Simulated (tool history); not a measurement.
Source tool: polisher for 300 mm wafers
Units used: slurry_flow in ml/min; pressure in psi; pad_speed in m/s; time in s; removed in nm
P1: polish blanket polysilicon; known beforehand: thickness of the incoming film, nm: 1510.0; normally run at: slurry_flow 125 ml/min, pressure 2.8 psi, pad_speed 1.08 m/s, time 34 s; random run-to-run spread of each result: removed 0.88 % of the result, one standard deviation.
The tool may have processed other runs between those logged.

run	hour	slurry_flow	pressure	pad_speed	time	wafers polished on this pad	hours since the slurry nozzle was cleaned	hours since the head pressure was calibrated	removed
1	9.1	125	2.8	1.08	34	766	248.8	192.2	251.40
2	24.4	125	2.8	1.68	34	998	264.1	207.5	394.53
3	38.0	180	2.8	1.54	34	1205	277.7	221.1	383.88
4	54.3	125	2.8	0.60	34	1452	294.0	237.4	140.20
5	67.3	125	2.8	1.08	34	1650	307.0	250.4	251.41
6	81.6	170	2.8	1.08	49	1867	321.3	264.7	382.47
7	92.2	125	2.8	1.08	18	2028	331.9	275.3	134.21
8	104.9	125	2.8	1.08	34	2221	344.6	288.0	249.66
# hour 106.7: slurry nozzle cleaned
9	114.6	125	2.8	1.08	52	2368	8.0	297.7	380.74
10	122.7	125	2.1	1.08	34	2491	16.1	305.8	186.36
11	133.2	125	2.8	1.08	34	2651	26.6	316.3	252.53
12	148.2	125	4.3	1.08	34	2879	41.6	331.3	388.38
13	156.7	125	1.4	1.08	52	3008	50.1	339.8	192.92
14	169.4	125	2.8	1.08	34	3201	62.8	352.5	251.60
15	180.5	75	2.8	1.08	34	3370	73.9	363.6	217.87
16	190.7	165	2.8	1.08	34	3525	84.1	373.8	267.54
17	198.2	125	2.8	1.08	34	3639	91.6	381.3	254.96
18	212.6	125	2.8	1.08	34	3857	106.0	395.7	242.49
19	225.7	125	2.8	1.08	34	4056	119.1	408.8	233.29
20	240.6	125	2.8	1.08	34	4283	134.0	423.7	225.97
21	249.8	125	2.8	1.08	34	4422	143.2	432.9	227.97
22	262.5	125	2.8	1.08	34	4615	155.9	445.6	223.10
# hour 264.2: head pressure recalibrated
23	272.9	125	2.8	1.08	34	4773	166.3	8.7	225.25
24	282.1	125	2.8	1.08	34	4913	175.5	17.9	226.07
25	291.8	125	2.8	1.08	34	5061	185.2	27.6	220.28
26	304.9	125	2.8	1.08	34	5260	198.3	40.7	223.86

Compared with where it was, what P1 gives has crept away. Each cause listed below fits the log as well as the rest, at the size given for it:
A: removal rate lost through wear of the pad, % = 11.2
B: slurry flow missing at the pad, % = 37.3
The process output started creeping at around hour 198.2.
Excluded causes, each with its reason:
head's pressure below its setpoint, %: work on it at hour 264.2, done after the drift set in, did not restore what the process gave before

Listed below are the offered check runs, one wafer per run, with question marks in place of results. For which of them would the causes give clearly different outcomes?
check 1	318.0	125	3.9	1.48	34				?
check 2	318.0	125	3.9	1.08	18				?
check 3	318.0	125	2.8	1.34	34				?
check 4	318.0	75	2.8	1.08	22				?

Check results expected under each cause:
check	result	if A	if B
check 1	removed	426.61	426.55
check 2	removed	164.81	164.79
check 3	removed	277.31	277.27
check 4	removed	126.63	118.80
Gap, in per cent, between the two causes that each check separates least, read from the result that separates them most: check 1 0.01 %; check 2 0.01 %; check 3 0.01 %; check 4 6.38 %
The other checks would show nearly matching results whichever cause is true, so check 4 is the only one that separates the causes.

The results of check 4 are: removed 125.69 nm. Based on these, which of the listed causes is it?

The correct cause is A, namely: removal rate lost through wear of the pad, %.
